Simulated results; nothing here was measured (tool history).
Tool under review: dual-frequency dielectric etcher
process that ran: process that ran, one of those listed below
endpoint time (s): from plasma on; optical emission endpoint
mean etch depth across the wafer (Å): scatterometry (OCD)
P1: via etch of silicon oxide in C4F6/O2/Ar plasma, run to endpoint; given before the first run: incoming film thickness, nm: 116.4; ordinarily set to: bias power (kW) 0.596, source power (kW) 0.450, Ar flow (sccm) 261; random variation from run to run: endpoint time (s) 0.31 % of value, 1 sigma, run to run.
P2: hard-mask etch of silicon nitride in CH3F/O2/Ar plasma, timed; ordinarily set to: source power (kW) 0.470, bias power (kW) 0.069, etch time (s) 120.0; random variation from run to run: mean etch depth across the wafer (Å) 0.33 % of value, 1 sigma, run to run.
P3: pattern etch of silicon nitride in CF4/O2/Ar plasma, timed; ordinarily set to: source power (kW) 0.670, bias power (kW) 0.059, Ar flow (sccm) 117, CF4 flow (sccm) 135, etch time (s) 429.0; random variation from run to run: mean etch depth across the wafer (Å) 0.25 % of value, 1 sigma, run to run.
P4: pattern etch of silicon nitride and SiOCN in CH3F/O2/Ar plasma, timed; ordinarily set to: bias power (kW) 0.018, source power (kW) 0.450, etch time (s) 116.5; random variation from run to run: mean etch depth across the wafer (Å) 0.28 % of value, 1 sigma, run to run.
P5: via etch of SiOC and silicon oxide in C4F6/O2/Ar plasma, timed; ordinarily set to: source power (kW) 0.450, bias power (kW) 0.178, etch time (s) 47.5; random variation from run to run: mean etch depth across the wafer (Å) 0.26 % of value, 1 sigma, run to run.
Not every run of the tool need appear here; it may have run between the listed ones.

run   hour  process that ran  bias power (kW)  source power (kW)  Ar flow (sccm)  CF4 flow (sccm)  etch time (s)  hours since the last wet clean  hours since the last bias power generator calibration  hours since the last source power generator calibration  hours since the last Ar flow controller change  endpoint time (s)  mean etch depth across the wafer (Å)
  1    5.7                P1            0.596              0.450             261                                                           248.1                                                 1052.1                                                   2410.8                                           611.7             23.188
  2   14.3                P3            0.059              0.670             117              135          553.0                           256.7                                                 1060.7                                                   2419.4                                           620.3                                                14499.000
  3   23.1                P1            0.596              0.450             203                                                           265.5                                                 1069.5                                                   2428.2                                           629.1             22.383
      28.0  -- wet clean of the chamber
  4   30.1                P1            0.757              0.450             261                                                             2.1                                                 1076.5                                                   2435.2                                           636.1             21.116
  5   34.2                P1            0.596              0.450             261                                                             6.2                                                 1080.6                                                   2439.3                                           640.2             23.064
  6   38.7                P1            0.596              0.450             261                                                            10.7                                                 1085.1                                                   2443.8                                           644.7             22.949
  7   45.9                P5            0.178              0.450                                            47.5                            17.9                                                 1092.3                                                   2451.0                                           651.9                                                  574.950
  8   51.7                P1            0.439              0.450             261                                                            23.7                                                 1098.1                                                   2456.8                                           657.7             26.007
  9   56.3                P4            0.018              0.450                                            66.0                            28.3                                                 1102.7                                                   2461.4                                           662.3                                                   84.432
 10   64.5                P2            0.069              0.470                                           120.0                            36.5                                                 1110.9                                                   2469.6                                           670.5                                                  900.030
 11   69.4                P3            0.059              0.670             117              135          429.0                            41.4                                                 1115.8                                                   2474.5                                           675.4                                                11231.000
 12   75.1                P1            0.596              0.450             261                                                            47.1                                                 1121.5                                                   2480.2                                           681.1             23.023
 13   82.1                P4            0.025              0.450                                           116.5                            54.1                                                 1128.5                                                   2487.2                                           688.1                                                  171.610
 14   87.5                P1            0.596              0.450             261                                                            59.5                                                 1133.9                                                   2492.6                                           693.5             23.229
 15   94.6                P1            0.596              0.290             261                                                            66.6                                                 1141.0                                                   2499.7                                           700.6             27.167
 16   99.8                P3            0.059              0.670             117              161          429.0                            71.8                                                 1146.2                                                   2504.9                                           705.8                                                11486.000
 17  106.7                P4            0.018              0.560                                           116.5                            78.7                                                 1153.1                                                   2511.8                                           712.7                                                  161.580
 18  113.2                P5            0.178              0.450                                            58.0                            85.2                                                 1159.6                                                   2518.3                                           719.2                                                  698.080
 19  122.4                P2            0.046              0.470                                           120.0                            94.4                                                 1168.8                                                   2527.5                                           728.4                                                  791.550
 20  127.0                P3            0.059              0.910             117              135          429.0                            99.0                                                 1173.4                                                   2532.1                                           733.0                                                14632.000
 21  136.0                P1            0.418              0.590             261                                                           108.0                                                 1182.4                                                   2541.1                                           742.0             23.831
 22  143.5                P5            0.178              0.280                                            47.5                           115.5                                                 1189.9                                                   2548.6                                           749.5                                                  476.460
 23  149.9                P1            0.760              0.450             357                                                           121.9                                                 1196.3                                                   2555.0                                           755.9             21.745
 24  157.7                P3            0.059              0.670              85              135          429.0                           129.7                                                 1204.1                                                   2562.8                                           763.7                                                11616.000
 25  162.4                P1            0.596              0.630             261                                                           134.4                                                 1208.8                                                   2567.5                                           768.4             20.436
 26  168.1                P5            0.238              0.450                                            47.5                           140.1                                                 1214.5                                                   2573.2                                           774.1                                                  630.230
 27  177.4                P1            0.596              0.450             327                                                           149.4                                                 1223.8                                                   2582.5                                           783.4             23.609
 28  182.2                P2            0.069              0.470                                           158.0                           154.2                                                 1228.6                                                   2587.3                                           788.2                                                 1187.000
 29  187.9                P4            0.018              0.450                                           116.5                           159.9                                                 1234.3                                                   2593.0                                           793.9                                                  149.220
 30  195.4                P1            0.596              0.450             261                                                           167.4                                                 1241.8                                                   2600.5                                           801.4             23.089

Run 31 has not been measured yet. What should we expect?
 31  203.1                P3            0.079              0.670             117              135          429.0                           175.1                                                 1249.5                                                   2608.2                                           809.1                                                        ?

{"run 31": {"mean etch depth across the wafer (Å)": 12557.0}}
